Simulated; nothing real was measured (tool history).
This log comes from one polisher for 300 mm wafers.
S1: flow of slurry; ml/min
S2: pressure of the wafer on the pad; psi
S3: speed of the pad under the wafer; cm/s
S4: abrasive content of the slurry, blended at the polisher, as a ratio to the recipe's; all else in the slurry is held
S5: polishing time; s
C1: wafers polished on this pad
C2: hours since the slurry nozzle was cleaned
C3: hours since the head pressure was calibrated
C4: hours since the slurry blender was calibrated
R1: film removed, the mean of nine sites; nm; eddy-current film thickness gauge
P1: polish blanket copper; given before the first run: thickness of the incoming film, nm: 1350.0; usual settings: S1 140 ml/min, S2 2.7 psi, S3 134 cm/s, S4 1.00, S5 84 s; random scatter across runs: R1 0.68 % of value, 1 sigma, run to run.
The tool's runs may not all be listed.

run,day,S1,S2,S3,S4,S5,C1,C2,C3,C4,R1
1,0.217,140,2.7,134,1.00,84,643,248.6,183.6,167.1,301.89
2,0.542,140,2.7,134,1.00,132,705,256.4,191.4,174.9,470.72
3,0.708,140,1.5,134,1.00,84,737,260.4,195.4,178.9,166.28
4,0.954,140,2.7,134,1.00,84,783,266.3,201.3,184.8,298.66
5,1.162,140,2.7,94,1.00,84,823,271.3,206.3,189.8,209.80
6,1.496,140,2.7,170,1.00,84,886,279.3,214.3,197.8,384.30
7,1.812,140,2.7,134,0.70,84,946,286.9,221.9,205.4,279.66
8,2.150,85,2.7,134,1.00,84,1010,295.0,230.0,213.5,265.08
9,2.412,140,2.7,134,1.00,84,1060,301.3,236.3,219.8,298.75
10,2.562,225,2.7,134,1.00,84,1089,304.9,239.9,223.4,322.90
11,2.750,140,2.7,134,1.00,38,1124,309.4,244.4,227.9,136.27
12,3.062,140,2.7,134,1.45,84,1184,316.9,251.9,235.4,325.29
# day 3.129: worn pad replaced by a new one
13,3.388,140,2.7,134,0.60,60,49,324.7,259.7,243.2,192.96
14,3.675,140,4.0,134,1.00,84,104,331.6,266.6,250.1,444.88
15,3.833,140,2.7,134,1.00,84,134,335.4,270.4,253.9,297.71
16,4.133,140,2.7,134,1.00,84,191,342.6,277.6,261.1,298.16
17,4.321,140,2.7,134,1.00,84,226,347.1,282.1,265.6,291.96
18,4.642,140,2.7,134,1.00,84,287,354.8,289.8,273.3,286.44
19,4.975,140,2.7,134,1.00,84,351,362.8,297.8,281.3,280.31
20,5.212,140,2.7,134,1.00,84,396,368.5,303.5,287.0,276.27
21,5.429,140,2.7,134,1.00,84,437,373.7,308.7,292.2,272.12
# day 5.521: slurry blender recalibrated
22,5.712,140,2.7,134,1.00,84,491,380.5,315.5,4.7,270.53
# day 5.971: worn pad replaced by a new one
23,5.983,140,2.7,134,1.00,84,2,387.0,322.0,11.2,269.79
24,6.292,140,2.7,134,1.00,84,61,394.4,329.4,18.6,267.87
25,6.612,140,2.7,134,1.00,84,122,402.1,337.1,26.3,268.85
26,6.858,140,2.7,134,1.00,84,168,408.0,343.0,32.2,269.41
27,7.017,140,2.7,134,1.00,84,198,411.8,346.8,36.0,264.98

What P1 gives has crept away from where it was. These 2 causes fit the log equally well, each at the size given:
A: head's pressure below its setpoint, % = 11
B: slurry flow missing at the pad, % = 39.3
The gradual shift began around day 4.133.
Every other cause this tool's parts could produce, and why it does not fit the log:
removal rate lost through wear of the pad, %: its service at day 5.971 followed the start of the drift and did not put the process back to its old value
abrasive missing from the slurry, %: its service at day 5.521 followed the start of the drift and did not put the process back to its old value

Which of the check runs below tells the causes apart, meaning the causes would give it clearly different results? Each run uses 2 wafers whose results are averaged, and each result is shown as a question mark.
check 1,7.175,140,2.7,162,0.80,84,,,,,?
check 2,7.175,220,2.7,134,1.00,51,,,,,?
check 3,7.175,140,2.7,100,1.00,130,,,,,?
check 4,7.175,140,1.5,134,1.00,84,,,,,?

Predicted outcomes, by check and by cause:
check,result,if A,if B
check 1,R1,307.20,307.39
check 2,R1,173.10,180.11
check 3,R1,307.65,307.84
check 4,R1,147.99,148.08
Per-check spread between the two closest causes, in the result where they differ most: check 1 0.06 %; check 2 3.97 %; check 3 0.06 %; check 4 0.06 %
The other checks would show nearly matching results whichever cause is true, so check 2 is the only one that separates the causes.

Check 2 was then run and gave: R1 181.27 nm. Which cause is it?

It is B: slurry flow missing at the pad, %.
